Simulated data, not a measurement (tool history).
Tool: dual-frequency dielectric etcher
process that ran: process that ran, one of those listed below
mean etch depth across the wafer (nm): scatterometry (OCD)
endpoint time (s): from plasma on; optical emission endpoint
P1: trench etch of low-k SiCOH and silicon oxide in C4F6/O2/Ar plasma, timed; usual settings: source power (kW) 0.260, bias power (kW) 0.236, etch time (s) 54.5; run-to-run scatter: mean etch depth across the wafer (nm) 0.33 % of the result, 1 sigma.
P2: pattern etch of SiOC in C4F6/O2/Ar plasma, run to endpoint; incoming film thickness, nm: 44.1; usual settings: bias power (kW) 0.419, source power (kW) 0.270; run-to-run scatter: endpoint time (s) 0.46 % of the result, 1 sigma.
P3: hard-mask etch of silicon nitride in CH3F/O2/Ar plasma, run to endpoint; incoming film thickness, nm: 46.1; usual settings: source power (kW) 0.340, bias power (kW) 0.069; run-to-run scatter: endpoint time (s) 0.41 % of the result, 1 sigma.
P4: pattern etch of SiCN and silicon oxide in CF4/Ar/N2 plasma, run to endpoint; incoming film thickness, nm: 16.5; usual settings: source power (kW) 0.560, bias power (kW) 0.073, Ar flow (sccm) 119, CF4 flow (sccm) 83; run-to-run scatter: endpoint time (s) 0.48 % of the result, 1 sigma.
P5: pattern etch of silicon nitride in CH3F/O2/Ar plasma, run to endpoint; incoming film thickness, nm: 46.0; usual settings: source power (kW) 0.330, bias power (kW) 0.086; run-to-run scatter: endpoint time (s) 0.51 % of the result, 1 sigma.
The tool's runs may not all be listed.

run   hour  process that ran  source power (kW)  bias power (kW)  etch time (s)  Ar flow (sccm)  CF4 flow (sccm)  hours since the last wet clean  hours since the last source power generator calibration  hours since the last bias power generator calibration  mean etch depth across the wafer (nm)  endpoint time (s)
  1   12.1                P1              0.260            0.236           54.5                                                             62.8                                                   2493.5                                                 2114.5                                165.460
  2   23.4                P3              0.210            0.069                                                                            74.1                                                   2504.8                                                 2125.8                                                    85.955
  3   35.5                P2              0.270            0.419                                                                            86.2                                                   2516.9                                                 2137.9                                                    18.290
  4   43.0                P4              0.560            0.073                             74               83                            93.7                                                   2524.4                                                 2145.4                                                    14.901
  5   57.7                P1              0.260            0.236           71.0                                                            108.4                                                   2539.1                                                 2160.1                                216.240
  6   72.8                P4              0.780            0.073                            119               83                           123.5                                                   2554.2                                                 2175.2                                                    11.934
  7   86.6                P1              0.260            0.305           37.0                                                            137.3                                                   2568.0                                                 2189.0                                123.310
  8   96.8                P5              0.330            0.086                                                                           147.5                                                   2578.2                                                 2199.2                                                    69.406
  9  108.0                P5              0.460            0.086                                                                           158.7                                                   2589.4                                                 2210.4                                                    61.273
 10  120.0                P4              0.560            0.073                            119               83                           170.7                                                   2601.4                                                 2222.4                                                    15.965
 11  131.3                P1              0.260            0.236           54.5                                                            182.0                                                   2612.7                                                 2233.7                                166.430
 12  146.1                P2              0.270            0.593                                                                           196.8                                                   2627.5                                                 2248.5                                                    15.885
 13  153.8                P5              0.330            0.086                                                                           204.5                                                   2635.2                                                 2256.2                                                    68.995
 14  167.1                P3              0.340            0.069                                                                           217.8                                                   2648.5                                                 2269.5                                                    72.170
 15  175.9                P4              0.560            0.046                            119               83                           226.6                                                   2657.3                                                 2278.3                                                    18.458
     186.2  -- wet clean of the chamber
 16  188.0                P3              0.340            0.069                                                                             1.9                                                   2669.4                                                 2290.4                                                    71.872
 17  200.2                P1              0.260            0.236           30.0                                                             14.1                                                   2681.6                                                 2302.6                                 91.239
 18  207.8                P1              0.260            0.182           54.5                                                             21.7                                                   2689.2                                                 2310.2                                151.730
 19  221.6                P1              0.350            0.236           54.5                                                             35.5                                                   2703.0                                                 2324.0                                184.660
 20  235.0                P1              0.260            0.236           54.5                                                             48.9                                                   2716.4                                                 2337.4                                165.720
 21  247.2                P4              0.560            0.073                            119               48                            61.1                                                   2728.6                                                 2349.6                                                    17.576
 22  262.3                P2              0.160            0.419                                                                            76.2                                                   2743.7                                                 2364.7                                                    22.181
 23  269.5                P4              0.560            0.073                            119               83                            83.4                                                   2750.9                                                 2371.9                                                    15.950
 24  276.3                P1              0.260            0.236           54.5                                                             90.2                                                   2757.7                                                 2378.7                                165.680
 25  287.4                P5              0.330            0.052                                                                           101.3                                                   2768.8                                                 2389.8                                                    82.330
 26  295.7                P1              0.210            0.236           54.5                                                            109.6                                                   2777.1                                                 2398.1                                153.920
 27  306.7                P1              0.260            0.321           54.5                                                            120.6                                                   2788.1                                                 2409.1                                183.980
 28  316.7                P1              0.260            0.236           54.5                                                            130.6                                                   2798.1                                                 2419.1                                166.860
 29  327.5                P3              0.340            0.056                                                                           141.4                                                   2808.9                                                 2429.9                                                    77.218
 30  337.4                P1              0.260            0.236           54.5                                                            151.3                                                   2818.8                                                 2439.8                                165.890
 31  346.9                P1              0.260            0.236           54.5                                                            160.8                                                   2828.3                                                 2449.3                                164.220
 32  359.4                P1              0.260            0.236           54.5                                                            173.3                                                   2840.8                                                 2461.8                                163.810
 33  372.7                P1              0.260            0.236           54.5                                                            186.6                                                   2854.1                                                 2475.1                                163.370
 34  384.6                P1              0.260            0.236           54.5                                                            198.5                                                   2866.0                                                 2487.0                                163.250
     387.8  -- wet clean of the chamber
 35  391.2                P1              0.260            0.236           54.5                                                              3.5                                                   2872.6                                                 2493.6                                163.730
 36  398.3                P1              0.260            0.236           54.5                                                             10.6                                                   2879.7                                                 2500.7                                163.590
 37  408.0                P1              0.260            0.236           54.5                                                             20.3                                                   2889.4                                                 2510.4                                163.380
 38  422.2                P1              0.260            0.236           54.5                                                             34.5                                                   2903.6                                                 2524.6                                162.130
 39  434.4                P1              0.260            0.236           54.5                                                             46.7                                                   2915.8                                                 2536.8                                162.700

What P1 gives has crept away from where it was. These 2 causes fit the log equally well, each at the size given:
A: bias power that arrives under what is set, % = 4.69
B: source power that arrives under what is set, % = 4.23
The creep began at about hour 337.4.
Why every other cause is out:
chamber walls in a state that lowers the etch rate, %: serviced at hour 387.8, which brought nothing back

4 check runs are offered, each on 3 wafers whose results are averaged, their results left as question marks. Which one tells the causes apart?
check 1  446.6                P3              0.250            0.069                                                                                                                                                                                                                                                         ?
check 2  446.6                P4              0.750            0.073                             96               83                                                                                                                                                                                                         ?
check 3  446.6                P2              0.160            0.581                                                                                                                                                                                                                                                         ?
check 4  446.6                P5              0.330            0.064                                                                                                                                                                                                                                                         ?

What each check would give under each cause:
  check             result    if A    if B
check 1  endpoint time (s)  82.313  82.267
check 2  endpoint time (s)  12.134  12.422
check 3  endpoint time (s)  19.803  19.736
check 4  endpoint time (s)  78.387  78.407
How far apart the two closest causes lie, in the result that separates them most: check 1 0.06 %; check 2 2.34 %; check 3 0.34 %; check 4 0.03 %
Only check 2 tells the causes apart: in the others they would give nearly the same result.

Then check 2 was run and gave: endpoint time (s) 12.098. Which cause is it?

It is A: bias power that arrives under what is set, %.
